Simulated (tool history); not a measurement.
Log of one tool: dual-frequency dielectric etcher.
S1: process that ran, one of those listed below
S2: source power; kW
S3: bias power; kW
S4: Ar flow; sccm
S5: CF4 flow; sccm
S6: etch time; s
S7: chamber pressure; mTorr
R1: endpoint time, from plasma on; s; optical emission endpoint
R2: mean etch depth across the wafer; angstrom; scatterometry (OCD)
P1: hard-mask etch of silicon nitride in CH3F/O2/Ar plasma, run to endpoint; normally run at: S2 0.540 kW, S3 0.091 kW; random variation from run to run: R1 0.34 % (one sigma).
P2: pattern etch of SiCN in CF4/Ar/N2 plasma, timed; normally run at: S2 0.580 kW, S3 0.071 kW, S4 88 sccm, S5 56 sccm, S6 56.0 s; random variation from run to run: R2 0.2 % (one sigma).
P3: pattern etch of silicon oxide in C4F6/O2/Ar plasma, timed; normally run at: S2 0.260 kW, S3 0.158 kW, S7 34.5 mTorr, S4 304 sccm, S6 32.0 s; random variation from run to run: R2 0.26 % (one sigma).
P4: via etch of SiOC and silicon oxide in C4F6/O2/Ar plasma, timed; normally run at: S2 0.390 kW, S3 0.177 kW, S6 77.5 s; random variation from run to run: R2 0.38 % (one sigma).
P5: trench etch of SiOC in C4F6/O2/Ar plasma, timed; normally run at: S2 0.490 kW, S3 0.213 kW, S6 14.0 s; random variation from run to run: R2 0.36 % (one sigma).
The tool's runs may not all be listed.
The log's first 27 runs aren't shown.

run 28 day=5.221 | S1=P3 S2=0.350 S3=0.158 S4=304 S6=32.0 S7=34.5 | R2=898.05
run 29 day=5.446 | S1=P1 S2=0.540 S3=0.091 | R1=54.256
run 30 day=5.667 | S1=P4 S2=0.390 S3=0.177 S6=77.5 | R2=877.80
run 31 day=5.833 | S1=P2 S2=0.580 S3=0.071 S4=88 S5=56 S6=56.0 | R2=581.76
run 32 day=6.062 | S1=P4 S2=0.390 S3=0.234 S6=77.5 | R2=964.65
run 33 day=6.308 | S1=P3 S2=0.260 S3=0.158 S4=304 S6=32.0 S7=44.0 | R2=777.82
run 34 day=6.533 | S1=P3 S2=0.260 S3=0.204 S4=304 S6=32.0 S7=34.5 | R2=870.06
run 35 day=6.712 | S1=P1 S2=0.540 S3=0.091 | R1=54.521
run 36 day=6.892 | S1=P1 S2=0.540 S3=0.091 | R1=54.759
run 37 day=7.129 | S1=P1 S2=0.540 S3=0.091 | R1=55.074
-- day=7.296 wet clean of the chamber
run 38 day=7.362 | S1=P1 S2=0.540 S3=0.091 | R1=55.023

The next listed run, before its measurement:
run 39 day=7.512 | S1=P1 S2=0.540 S3=0.091 | R1=?

{"run 39": {"R1": 55.211}}
